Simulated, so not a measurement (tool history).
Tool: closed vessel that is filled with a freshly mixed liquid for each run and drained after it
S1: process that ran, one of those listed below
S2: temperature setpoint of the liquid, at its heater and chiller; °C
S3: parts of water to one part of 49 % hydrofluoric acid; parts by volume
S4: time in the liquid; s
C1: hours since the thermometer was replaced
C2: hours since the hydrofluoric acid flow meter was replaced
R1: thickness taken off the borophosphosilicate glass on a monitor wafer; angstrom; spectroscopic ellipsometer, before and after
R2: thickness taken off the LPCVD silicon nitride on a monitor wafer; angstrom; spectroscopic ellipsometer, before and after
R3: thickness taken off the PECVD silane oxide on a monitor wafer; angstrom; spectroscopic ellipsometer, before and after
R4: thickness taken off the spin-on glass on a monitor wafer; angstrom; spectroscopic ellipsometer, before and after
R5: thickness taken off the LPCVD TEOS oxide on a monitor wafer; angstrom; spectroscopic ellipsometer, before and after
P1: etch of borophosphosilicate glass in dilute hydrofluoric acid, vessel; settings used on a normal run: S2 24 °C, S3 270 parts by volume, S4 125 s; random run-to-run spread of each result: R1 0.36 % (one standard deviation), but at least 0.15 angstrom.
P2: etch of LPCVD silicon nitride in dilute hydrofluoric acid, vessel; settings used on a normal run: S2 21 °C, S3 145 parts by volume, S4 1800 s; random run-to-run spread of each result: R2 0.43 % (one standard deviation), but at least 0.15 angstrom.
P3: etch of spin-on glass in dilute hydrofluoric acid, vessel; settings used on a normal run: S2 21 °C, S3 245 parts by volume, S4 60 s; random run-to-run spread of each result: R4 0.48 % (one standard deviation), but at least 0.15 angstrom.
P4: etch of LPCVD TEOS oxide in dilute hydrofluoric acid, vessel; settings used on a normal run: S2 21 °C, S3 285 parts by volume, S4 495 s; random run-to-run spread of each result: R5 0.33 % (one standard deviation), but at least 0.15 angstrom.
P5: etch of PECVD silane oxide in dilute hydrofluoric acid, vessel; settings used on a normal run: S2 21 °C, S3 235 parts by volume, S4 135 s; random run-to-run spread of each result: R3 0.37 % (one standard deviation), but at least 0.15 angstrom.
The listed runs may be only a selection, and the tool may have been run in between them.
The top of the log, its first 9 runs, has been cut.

{"run": 10, "hour": 31.1, "S1": "P3", "S2": 17, "S3": 245, "S4": 60, "C1": 694.5, "C2": 450, "R4": 54.415}
{"run": 11, "hour": 35.1, "S1": "P1", "S2": 24, "S3": 270, "S4": 125, "C1": 698.5, "C2": 454, "R1": 105.66}
{"run": 12, "hour": 38.1, "S1": "P1", "S2": 24, "S3": 385, "S4": 30, "C1": 701.5, "C2": 457, "R1": 15.843}
{"run": 13, "hour": 40.5, "S1": "P1", "S2": 24, "S3": 415, "S4": 125, "C1": 703.9, "C2": 459.4, "R1": 59.576}
{"run": 14, "hour": 43.1, "S1": "P4", "S2": 21, "S3": 285, "S4": 495, "C1": 706.5, "C2": 462, "R5": 377.99}
{"run": 15, "hour": 45.9, "S1": "P2", "S2": 21, "S3": 255, "S4": 1800, "C1": 709.3, "C2": 464.8, "R2": 28.282}
{"run": 16, "hour": 48.5, "S1": "P1", "S2": 24, "S3": 270, "S4": 125, "C1": 711.9, "C2": 467.4, "R1": 105.69}
{"run": 17, "hour": 53.6, "S1": "P4", "S2": 21, "S3": 90, "S4": 495, "C1": 717, "C2": 472.5, "R5": 1468.1}
{"run": 18, "hour": 58.0, "S1": "P1", "S2": 32, "S3": 270, "S4": 125, "C1": 721.4, "C2": 476.9, "R1": 137.2}
{"hour": 60.7, "done": "thermometer replaced"}
{"run": 19, "hour": 61.8, "S1": "P2", "S2": 29, "S3": 145, "S4": 1800, "C1": 1.1, "C2": 480.7, "R2": 81.527}
{"hour": 62.8, "done": "hydrofluoric acid flow meter replaced"}
{"run": 20, "hour": 64.5, "S1": "P1", "S2": 24, "S3": 270, "S4": 30, "C1": 3.8, "C2": 1.8, "R1": 25.016}
{"run": 21, "hour": 68.4, "S1": "P4", "S2": 21, "S3": 285, "S4": 725, "C1": 7.7, "C2": 5.7, "R5": 556.25}
{"run": 22, "hour": 72.5, "S1": "P5", "S2": 21, "S3": 235, "S4": 135, "C1": 11.8, "C2": 9.8, "R3": 81.722}
{"run": 23, "hour": 75.7, "S1": "P3", "S2": 21, "S3": 245, "S4": 30, "C1": 15, "C2": 13, "R4": 31.826}
{"run": 24, "hour": 78.2, "S1": "P4", "S2": 21, "S3": 285, "S4": 495, "C1": 17.5, "C2": 15.5, "R5": 379.97}
{"run": 25, "hour": 81.2, "S1": "P1", "S2": 24, "S3": 75, "S4": 125, "C1": 20.5, "C2": 18.5, "R1": 472.4}
{"run": 26, "hour": 83.8, "S1": "P4", "S2": 17, "S3": 285, "S4": 495, "C1": 23.1, "C2": 21.1, "R5": 326.53}
{"run": 27, "hour": 87.7, "S1": "P3", "S2": 21, "S3": 380, "S4": 60, "C1": 27, "C2": 25, "R4": 35.692}
{"run": 28, "hour": 90.1, "S1": "P2", "S2": 21, "S3": 145, "S4": 1800, "C1": 29.4, "C2": 27.4, "R2": 49.151}
{"run": 29, "hour": 94.1, "S1": "P5", "S2": 21, "S3": 125, "S4": 135, "C1": 33.4, "C2": 31.4, "R3": 174.77}
{"run": 30, "hour": 99.1, "S1": "P5", "S2": 21, "S3": 235, "S4": 215, "C1": 38.4, "C2": 36.4, "R3": 131.02}
{"run": 31, "hour": 103.0, "S1": "P1", "S2": 24, "S3": 270, "S4": 125, "C1": 42.3, "C2": 40.3, "R1": 105.27}

Expected results for the next run?
{"run": 32, "hour": 107.5, "S1": "P1", "S2": 24, "S3": 270, "S4": 125, "C1": 46.8, "C2": 44.8, "R1": "?"}

{"run 32": {"R1": 108.17}}

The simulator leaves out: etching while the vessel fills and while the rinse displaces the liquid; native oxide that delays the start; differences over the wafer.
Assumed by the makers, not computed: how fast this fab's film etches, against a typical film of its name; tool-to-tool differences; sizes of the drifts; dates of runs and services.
